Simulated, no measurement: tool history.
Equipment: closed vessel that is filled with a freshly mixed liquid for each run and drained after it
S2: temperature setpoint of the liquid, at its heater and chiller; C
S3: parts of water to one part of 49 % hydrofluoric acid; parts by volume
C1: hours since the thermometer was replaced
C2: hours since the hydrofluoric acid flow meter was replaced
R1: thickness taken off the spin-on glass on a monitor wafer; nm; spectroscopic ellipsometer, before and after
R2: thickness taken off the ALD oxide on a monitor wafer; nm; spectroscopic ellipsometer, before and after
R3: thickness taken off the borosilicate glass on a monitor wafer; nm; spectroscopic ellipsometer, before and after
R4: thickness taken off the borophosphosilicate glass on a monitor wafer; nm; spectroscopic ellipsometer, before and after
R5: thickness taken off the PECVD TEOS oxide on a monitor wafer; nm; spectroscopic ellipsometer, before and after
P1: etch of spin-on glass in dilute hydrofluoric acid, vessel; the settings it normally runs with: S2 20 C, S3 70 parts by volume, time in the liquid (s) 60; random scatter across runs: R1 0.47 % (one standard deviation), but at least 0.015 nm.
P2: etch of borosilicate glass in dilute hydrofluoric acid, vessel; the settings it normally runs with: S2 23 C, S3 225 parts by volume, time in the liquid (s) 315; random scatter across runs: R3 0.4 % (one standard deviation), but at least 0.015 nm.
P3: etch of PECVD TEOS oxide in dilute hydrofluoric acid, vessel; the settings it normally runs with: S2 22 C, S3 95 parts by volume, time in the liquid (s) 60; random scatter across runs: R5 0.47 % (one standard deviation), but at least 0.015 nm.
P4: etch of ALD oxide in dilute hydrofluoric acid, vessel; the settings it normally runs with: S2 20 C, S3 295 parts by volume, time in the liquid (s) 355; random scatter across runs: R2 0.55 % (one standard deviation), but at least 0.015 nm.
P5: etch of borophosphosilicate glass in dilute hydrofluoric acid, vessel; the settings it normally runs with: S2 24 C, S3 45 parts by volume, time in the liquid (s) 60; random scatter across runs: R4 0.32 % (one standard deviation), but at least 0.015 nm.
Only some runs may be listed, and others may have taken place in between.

{"run": 1, "hour": 6.7, "process that ran": "P1", "S2": 20, "S3": 70, "time in the liquid (s)": 60, "C1": 767.1, "C2": 1229.3, "R1": 26.783}
{"run": 2, "hour": 12.8, "process that ran": "P1", "S2": 20, "S3": 70, "time in the liquid (s)": 60, "C1": 773.2, "C2": 1235.4, "R1": 26.863}
{"run": 3, "hour": 18.0, "process that ran": "P1", "S2": 20, "S3": 70, "time in the liquid (s)": 60, "C1": 778.4, "C2": 1240.6, "R1": 26.825}
{"run": 4, "hour": 23.5, "process that ran": "P4", "S2": 17, "S3": 295, "time in the liquid (s)": 355, "C1": 783.9, "C2": 1246.1, "R2": 18.815}
{"run": 5, "hour": 29.8, "process that ran": "P1", "S2": 17, "S3": 70, "time in the liquid (s)": 100, "C1": 790.2, "C2": 1252.4, "R1": 39.134}
{"run": 6, "hour": 35.0, "process that ran": "P4", "S2": 20, "S3": 545, "time in the liquid (s)": 355, "C1": 795.4, "C2": 1257.6, "R2": 9.3245}
{"run": 7, "hour": 39.3, "process that ran": "P2", "S2": 18, "S3": 225, "time in the liquid (s)": 315, "C1": 799.7, "C2": 1261.9, "R3": 23.745}
{"run": 8, "hour": 45.0, "process that ran": "P5", "S2": 24, "S3": 45, "time in the liquid (s)": 60, "C1": 805.4, "C2": 1267.6, "R4": 44.555}
{"run": 9, "hour": 48.6, "process that ran": "P2", "S2": 23, "S3": 75, "time in the liquid (s)": 315, "C1": 809, "C2": 1271.2, "R3": 102.77}
{"run": 10, "hour": 52.3, "process that ran": "P1", "S2": 26.5, "S3": 70, "time in the liquid (s)": 60, "C1": 812.7, "C2": 1274.9, "R1": 35.097}
{"run": 11, "hour": 56.2, "process that ran": "P5", "S2": 24, "S3": 65, "time in the liquid (s)": 60, "C1": 816.6, "C2": 1278.8, "R4": 29.988}
{"run": 12, "hour": 59.7, "process that ran": "P3", "S2": 22, "S3": 95, "time in the liquid (s)": 60, "C1": 820.1, "C2": 1282.3, "R5": 14.137}
{"run": 13, "hour": 62.9, "process that ran": "P5", "S2": 24, "S3": 45, "time in the liquid (s)": 60, "C1": 823.3, "C2": 1285.5, "R4": 44.568}
{"run": 14, "hour": 69.2, "process that ran": "P3", "S2": 22, "S3": 95, "time in the liquid (s)": 30, "C1": 829.6, "C2": 1291.8, "R5": 7.1261}
{"run": 15, "hour": 74.0, "process that ran": "P3", "S2": 22, "S3": 95, "time in the liquid (s)": 60, "C1": 834.4, "C2": 1296.6, "R5": 14.145}
{"run": 16, "hour": 79.8, "process that ran": "P4", "S2": 20, "S3": 295, "time in the liquid (s)": 355, "C1": 840.2, "C2": 1302.4, "R2": 20.845}
{"run": 17, "hour": 83.2, "process that ran": "P2", "S2": 23, "S3": 225, "time in the liquid (s)": 315, "C1": 843.6, "C2": 1305.8, "R3": 29.081}
{"run": 18, "hour": 88.2, "process that ran": "P1", "S2": 20, "S3": 20, "time in the liquid (s)": 60, "C1": 848.6, "C2": 1310.8, "R1": 99.641}
{"run": 19, "hour": 92.4, "process that ran": "P1", "S2": 20, "S3": 120, "time in the liquid (s)": 105, "C1": 852.8, "C2": 1315, "R1": 25.765}
{"run": 20, "hour": 98.7, "process that ran": "P5", "S2": 17.5, "S3": 45, "time in the liquid (s)": 60, "C1": 859.1, "C2": 1321.3, "R4": 33.95}
{"run": 21, "hour": 103.0, "process that ran": "P5", "S2": 24, "S3": 45, "time in the liquid (s)": 30, "C1": 863.4, "C2": 1325.6, "R4": 22.24}
{"run": 22, "hour": 107.8, "process that ran": "P4", "S2": 20, "S3": 295, "time in the liquid (s)": 355, "C1": 868.2, "C2": 1330.4, "R2": 20.828}
{"run": 23, "hour": 112.3, "process that ran": "P1", "S2": 20, "S3": 70, "time in the liquid (s)": 60, "C1": 872.7, "C2": 1334.9, "R1": 26.856}
{"run": 24, "hour": 116.2, "process that ran": "P2", "S2": 23, "S3": 225, "time in the liquid (s)": 625, "C1": 876.6, "C2": 1338.8, "R3": 57.452}
{"run": 25, "hour": 123.1, "process that ran": "P4", "S2": 20, "S3": 295, "time in the liquid (s)": 510, "C1": 883.5, "C2": 1345.7, "R2": 30.274}
{"run": 26, "hour": 130.4, "process that ran": "P1", "S2": 20, "S3": 70, "time in the liquid (s)": 60, "C1": 890.8, "C2": 1353, "R1": 27.027}
{"run": 27, "hour": 134.0, "process that ran": "P1", "S2": 20, "S3": 70, "time in the liquid (s)": 100, "C1": 894.4, "C2": 1356.6, "R1": 44.729}
{"run": 28, "hour": 137.2, "process that ran": "P1", "S2": 20, "S3": 70, "time in the liquid (s)": 30, "C1": 897.6, "C2": 1359.8, "R1": 13.416}
{"run": 29, "hour": 140.5, "process that ran": "P1", "S2": 20, "S3": 70, "time in the liquid (s)": 60, "C1": 900.9, "C2": 1363.1, "R1": 26.77}
{"run": 30, "hour": 146.7, "process that ran": "P1", "S2": 17, "S3": 70, "time in the liquid (s)": 60, "C1": 907.1, "C2": 1369.3, "R1": 23.539}
{"run": 31, "hour": 151.1, "process that ran": "P3", "S2": 29.5, "S3": 95, "time in the liquid (s)": 60, "C1": 911.5, "C2": 1373.7, "R5": 18.989}
{"run": 32, "hour": 155.4, "process that ran": "P1", "S2": 20, "S3": 125, "time in the liquid (s)": 60, "C1": 915.8, "C2": 1378, "R1": 14.206}
{"run": 33, "hour": 159.1, "process that ran": "P1", "S2": 20, "S3": 70, "time in the liquid (s)": 60, "C1": 919.5, "C2": 1381.7, "R1": 26.842}
{"run": 34, "hour": 164.5, "process that ran": "P3", "S2": 22, "S3": 170, "time in the liquid (s)": 60, "C1": 924.9, "C2": 1387.1, "R5": 7.2592}
{"run": 35, "hour": 168.1, "process that ran": "P1", "S2": 20, "S3": 70, "time in the liquid (s)": 60, "C1": 928.5, "C2": 1390.7, "R1": 26.743}
{"run": 36, "hour": 171.9, "process that ran": "P1", "S2": 20, "S3": 70, "time in the liquid (s)": 60, "C1": 932.3, "C2": 1394.5, "R1": 26.293}
{"run": 37, "hour": 178.9, "process that ran": "P1", "S2": 20, "S3": 70, "time in the liquid (s)": 60, "C1": 939.3, "C2": 1401.5, "R1": 25.674}

For run 38, what comes out?
{"run": 38, "hour": 182.7, "process that ran": "P1", "S2": 20, "S3": 70, "time in the liquid (s)": 60, "C1": 943.1, "C2": 1405.3, "R1": "?"}

{"run 38": {"R1": 25.39}}
